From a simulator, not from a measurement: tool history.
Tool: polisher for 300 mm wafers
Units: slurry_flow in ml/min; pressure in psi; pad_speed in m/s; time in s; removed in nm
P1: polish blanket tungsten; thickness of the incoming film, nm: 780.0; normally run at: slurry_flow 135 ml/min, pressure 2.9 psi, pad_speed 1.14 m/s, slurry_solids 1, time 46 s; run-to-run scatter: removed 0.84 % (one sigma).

run	hour	slurry_flow	pressure	pad_speed	slurry_solids	time	wafers polished on this pad	hours since the slurry nozzle was cleaned	hours since the head pressure was calibrated	hours since the slurry blender was calibrated	hours since the slurry got fresh peroxide	removed
1	11.3	135	2.9	1.14	1	46	535	76.6	558.6	182.6	21	154.34
2	20.6	135	2.9	1.14	1.4	46	673	85.9	567.9	191.9	30.3	165.71
3	29.2	135	2.9	0.68	1	46	800	94.5	576.5	200.5	38.9	90.879
4	38.5	135	4.3	1.14	1	31	938	103.8	585.8	209.8	48.2	153.34
5	46	135	2.9	1.14	1	46	1049	111.3	593.3	217.3	55.7	153.51
6	52.6	180	2.9	1.14	1	46	1147	117.9	599.9	223.9	62.3	157.48
7	63.8	135	2.9	1.64	1	46	1313	129.1	611.1	235.1	73.5	221.99
8	73.9	80	2.9	1.14	1	46	1462	139.2	621.2	245.2	83.6	134.85
9	79.6	135	2.9	1.14	1	46	1547	144.9	626.9	250.9	89.3	152.62
10	91.1	135	2.9	1.14	1	46	1717	156.4	638.4	262.4	100.8	153.39
11	102.5	135	1.5	1.14	1	33	1886	167.8	649.8	273.8	112.2	57.07
12	111.6	135	2.9	1.14	1	68	2020	176.9	658.9	282.9	121.3	227.84
13	117.3	135	2.9	0.64	1	70	2105	182.6	664.6	288.6	127	131.54
14	126.9	135	2.9	1.14	1	46	2247	192.2	674.2	298.2	136.6	153.06
15	134.9	135	2.9	1.14	0.7	46	2365	200.2	682.2	306.2	144.6	141.19
16	146.3	135	3.8	1.14	1	46	2534	211.6	693.6	317.6	156	201.12
17	151.4	135	2.9	1.14	1	46	2609	216.7	698.7	322.7	161.1	152.65
18	161.1	135	2.9	1.14	1	26	2753	226.4	708.4	332.4	170.8	87.042
19	166.2	135	2.9	1.14	1	46	2829	231.5	713.5	337.5	175.9	153.48
20	174.1	135	1.3	1.14	1	46	2945	239.4	721.4	345.4	183.8	69.359
21	181.4	135	2.9	1.14	1	46	3054	246.7	728.7	352.7	191.1	153.12
22	191.6	135	2.9	1.14	1	46	3205	256.9	738.9	362.9	201.3	147.48
23	202.6	135	2.9	1.14	1	46	3367	267.9	749.9	373.9	212.3	142.52
# hour 210.8: slurry blender recalibrated
24	213	135	2.9	1.14	1	46	3521	278.3	760.3	2.3	222.7	142.91
# hour 223.5: slurry tank refilled with fresh slurry and peroxide
25	224.2	135	2.9	1.14	1	46	3687	289.5	771.5	13.5	0.7	139.15
26	235.5	135	2.9	1.14	1	46	3854	300.8	782.8	24.8	12	139.5
# hour 242.6: head pressure recalibrated
27	244.4	135	2.9	1.14	1	46	3986	309.7	1.9	33.7	20.9	138.32
28	254.2	135	2.9	1.14	1	46	4131	319.5	11.7	43.5	30.7	138.9
29	263.2	135	2.9	1.14	1	46	4265	328.5	20.7	52.5	39.7	136.11

What P1 gives has crept away from where it was. These 2 causes fit the log equally well, each at the size given:
A: removal rate lost through wear of the pad, % = 9.52
B: slurry flow missing at the pad, % = 35
The creep began at about hour 181.4.
Why every other cause is out:
head's pressure below its setpoint, %: serviced at hour 242.6, which brought nothing back
abrasive missing from the slurry, %: serviced at hour 210.8, which brought nothing back
peroxide lost from the slurry, %: serviced at hour 223.5, which brought nothing back

4 check runs are offered, each on 2 wafers whose results are averaged, their results left as question marks. Which one tells the causes apart?
check 1	272.2	135	2.9	1.14	1.3	46						?
check 2	272.2	135	2.9	0.68	1	46						?
check 3	272.2	80	2.9	1.14	1	46						?
check 4	272.2	135	1.7	1.14	1	46						?

What each check would give under each cause:
check	result	if A	if B
check 1	removed	147.47	147.47
check 2	removed	82.608	82.609
check 3	removed	121.99	115.31
check 4	removed	81.183	81.185
How far apart the two closest causes lie, in the result that separates them most: check 1 0 %; check 2 0 %; check 3 5.63 %; check 4 0 %
Only check 3 tells the causes apart: in the others they would give nearly the same result.

Check 3 was then run and gave: removed 121.67 nm. Which cause is it?

It is A: removal rate lost through wear of the pad, %.
